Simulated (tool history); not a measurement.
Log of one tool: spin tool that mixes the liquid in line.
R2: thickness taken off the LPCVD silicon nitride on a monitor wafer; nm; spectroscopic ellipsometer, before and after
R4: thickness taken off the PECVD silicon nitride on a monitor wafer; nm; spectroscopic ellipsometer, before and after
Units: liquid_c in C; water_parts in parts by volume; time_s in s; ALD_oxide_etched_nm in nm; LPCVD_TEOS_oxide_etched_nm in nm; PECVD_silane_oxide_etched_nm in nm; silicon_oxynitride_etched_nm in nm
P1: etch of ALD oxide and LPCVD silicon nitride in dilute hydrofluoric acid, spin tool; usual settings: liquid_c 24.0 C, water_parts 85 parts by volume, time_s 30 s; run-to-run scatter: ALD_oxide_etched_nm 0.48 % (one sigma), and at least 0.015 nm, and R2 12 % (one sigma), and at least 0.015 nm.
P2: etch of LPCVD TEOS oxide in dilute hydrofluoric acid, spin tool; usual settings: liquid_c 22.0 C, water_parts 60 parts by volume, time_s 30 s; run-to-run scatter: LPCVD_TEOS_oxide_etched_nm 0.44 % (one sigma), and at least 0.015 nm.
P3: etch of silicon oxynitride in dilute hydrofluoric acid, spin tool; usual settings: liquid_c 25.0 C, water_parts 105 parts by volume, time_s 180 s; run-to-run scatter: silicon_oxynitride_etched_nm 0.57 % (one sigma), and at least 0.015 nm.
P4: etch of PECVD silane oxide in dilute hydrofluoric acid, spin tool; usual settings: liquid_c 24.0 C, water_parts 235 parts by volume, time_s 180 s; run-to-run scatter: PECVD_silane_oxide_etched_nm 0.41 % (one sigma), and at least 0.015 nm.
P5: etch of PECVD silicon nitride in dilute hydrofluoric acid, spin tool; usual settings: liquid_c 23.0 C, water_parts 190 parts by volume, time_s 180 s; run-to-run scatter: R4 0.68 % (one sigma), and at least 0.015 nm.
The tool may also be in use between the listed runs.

run 1 day=0.158 | process=P1 liquid_c=24.0 water_parts=85 time_s=30 | ALD_oxide_etched_nm=9.6797 R2=0.20739
run 2 day=0.354 | process=P2 liquid_c=29.5 water_parts=60 time_s=30 | LPCVD_TEOS_oxide_etched_nm=29.434
run 3 day=0.483 | process=P1 liquid_c=17.5 water_parts=85 time_s=30 | ALD_oxide_etched_nm=7.3938 R2=0.13615
run 4 day=0.683 | process=P5 liquid_c=19.5 water_parts=190 time_s=180 | R4=2.7863
run 5 day=0.942 | process=P2 liquid_c=22.0 water_parts=60 time_s=30 | LPCVD_TEOS_oxide_etched_nm=21.861
run 6 day=1.100 | process=P5 liquid_c=23.0 water_parts=190 time_s=270 | R4=5.2255
run 7 day=1.321 | process=P4 liquid_c=19.5 water_parts=235 time_s=180 | PECVD_silane_oxide_etched_nm=24.621
run 8 day=1.525 | process=P2 liquid_c=22.0 water_parts=105 time_s=30 | LPCVD_TEOS_oxide_etched_nm=11.772
run 9 day=1.725 | process=P1 liquid_c=24.0 water_parts=35 time_s=30 | ALD_oxide_etched_nm=25.3810 R2=0.47964
-- day=1.792 hydrofluoric acid flow meter replaced
run 10 day=1.904 | process=P1 liquid_c=30.0 water_parts=85 time_s=30 | ALD_oxide_etched_nm=12.2650 R2=0.28350
run 11 day=2.071 | process=P1 liquid_c=24.0 water_parts=85 time_s=55 | ALD_oxide_etched_nm=17.8950 R2=0.32235
run 12 day=2.275 | process=P3 liquid_c=25.0 water_parts=105 time_s=180 | silicon_oxynitride_etched_nm=6.02830
run 13 day=2.479 | process=P1 liquid_c=24.0 water_parts=85 time_s=30 | ALD_oxide_etched_nm=9.6774 R2=0.21344
run 14 day=2.683 | process=P5 liquid_c=23.0 water_parts=350 time_s=180 | R4=1.9192
run 15 day=2.838 | process=P2 liquid_c=22.0 water_parts=60 time_s=45 | LPCVD_TEOS_oxide_etched_nm=32.679
run 16 day=3.071 | process=P3 liquid_c=25.0 water_parts=105 time_s=15 | silicon_oxynitride_etched_nm=0.49479
run 17 day=3.296 | process=P1 liquid_c=24.0 water_parts=85 time_s=15 | ALD_oxide_etched_nm=4.8561 R2=0.11208
run 18 day=3.433 | process=P3 liquid_c=17.5 water_parts=105 time_s=180 | silicon_oxynitride_etched_nm=4.20860
run 19 day=3.667 | process=P4 liquid_c=24.0 water_parts=235 time_s=180 | PECVD_silane_oxide_etched_nm=28.927
run 20 day=3.842 | process=P2 liquid_c=22.0 water_parts=60 time_s=30 | LPCVD_TEOS_oxide_etched_nm=21.660
run 21 day=3.992 | process=P3 liquid_c=25.0 water_parts=165 time_s=180 | silicon_oxynitride_etched_nm=3.63670
-- day=4.179 thermometer replaced
run 22 day=4.250 | process=P4 liquid_c=24.0 water_parts=40 time_s=180 | PECVD_silane_oxide_etched_nm=214.810
run 23 day=4.425 | process=P5 liquid_c=23.0 water_parts=190 time_s=180 | R4=3.5374
run 24 day=4.658 | process=P1 liquid_c=24.0 water_parts=130 time_s=30 | ALD_oxide_etched_nm=6.0362 R2=0.13852
run 25 day=4.817 | process=P1 liquid_c=24.0 water_parts=85 time_s=30 | ALD_oxide_etched_nm=9.7334 R2=0.18760
run 26 day=5.042 | process=P5 liquid_c=23.0 water_parts=190 time_s=180 | R4=3.4686
run 27 day=5.275 | process=P1 liquid_c=18.0 water_parts=85 time_s=60 | ALD_oxide_etched_nm=15.1180 R2=0.27667
run 28 day=5.500 | process=P4 liquid_c=24.0 water_parts=235 time_s=260 | PECVD_silane_oxide_etched_nm=41.984
run 29 day=5.750 | process=P1 liquid_c=24.0 water_parts=85 time_s=30 | ALD_oxide_etched_nm=9.7328 R2=0.16871
run 30 day=5.900 | process=P1 liquid_c=24.0 water_parts=85 time_s=30 | ALD_oxide_etched_nm=9.6454 R2=0.20744
run 31 day=6.021 | process=P1 liquid_c=24.0 water_parts=85 time_s=30 | ALD_oxide_etched_nm=9.5547 R2=0.17680
run 32 day=6.142 | process=P1 liquid_c=24.0 water_parts=85 time_s=30 | ALD_oxide_etched_nm=9.4146 R2=0.21263
run 33 day=6.371 | process=P1 liquid_c=24.0 water_parts=85 time_s=30 | ALD_oxide_etched_nm=9.2054 R2=0.19687
run 34 day=6.596 | process=P1 liquid_c=24.0 water_parts=85 time_s=30 | ALD_oxide_etched_nm=9.1580 R2=0.19504
run 35 day=6.750 | process=P1 liquid_c=24.0 water_parts=85 time_s=30 | ALD_oxide_etched_nm=9.1228 R2=0.26364
run 36 day=6.942 | process=P1 liquid_c=24.0 water_parts=85 time_s=30 | ALD_oxide_etched_nm=9.1192 R2=0.20985
run 37 day=7.192 | process=P1 liquid_c=24.0 water_parts=85 time_s=30 | ALD_oxide_etched_nm=9.0382 R2=0.22080
run 38 day=7.438 | process=P1 liquid_c=24.0 water_parts=85 time_s=30 | ALD_oxide_etched_nm=9.0530 R2=0.12317
run 39 day=7.671 | process=P1 liquid_c=24.0 water_parts=85 time_s=30 | ALD_oxide_etched_nm=9.0962 R2=0.16555
run 40 day=7.850 | process=P1 liquid_c=24.0 water_parts=85 time_s=30 | ALD_oxide_etched_nm=8.9590 R2=0.18474

What P1 gives has crept away from where it was. These 2 causes fit the log equally well, each at the size given:
A: liquid colder than its thermometer reads (K) = 1.72
B: hydrofluoric acid flow below the setpoint (%) = 6.06
The creep began at about day 5.900.

4 check runs are offered, each on 3 wafers whose results are averaged, their results left as question marks. Which one tells the causes apart?
run check 1 day=8.029 | process=P2 liquid_c=28.5 water_parts=105 time_s=30 | LPCVD_TEOS_oxide_etched_nm=?
run check 2 day=8.029 | process=P4 liquid_c=24.0 water_parts=115 time_s=180 | PECVD_silane_oxide_etched_nm=?
run check 3 day=8.029 | process=P3 liquid_c=25.0 water_parts=105 time_s=30 | silicon_oxynitride_etched_nm=?
run check 4 day=8.029 | process=P5 liquid_c=23.0 water_parts=315 time_s=180 | R4=?

What each check would give under each cause:
check=check_1 result=LPCVD_TEOS_oxide_etched_nm if_A=14.217 if_B=14.133
check=check_2 result=PECVD_silane_oxide_etched_nm if_A=63.211 if_B=62.994
check=check_3 result=silicon_oxynitride_etched_nm if_A=0.93280 if_B=0.94467
check=check_4 result=R4 if_A=1.8985 if_B=1.9857
How far apart the two closest causes lie, in the result that separates them most: check 1 0.6 %; check 2 0.34 %; check 3 1.26 %; check 4 4.49 %
Check 4 tells the causes apart: in the others they would give nearly the same result.

Check 4 was then run and gave: R4 2.0027 nm. Which cause is it?

It is B: hydrofluoric acid flow below the setpoint (%).
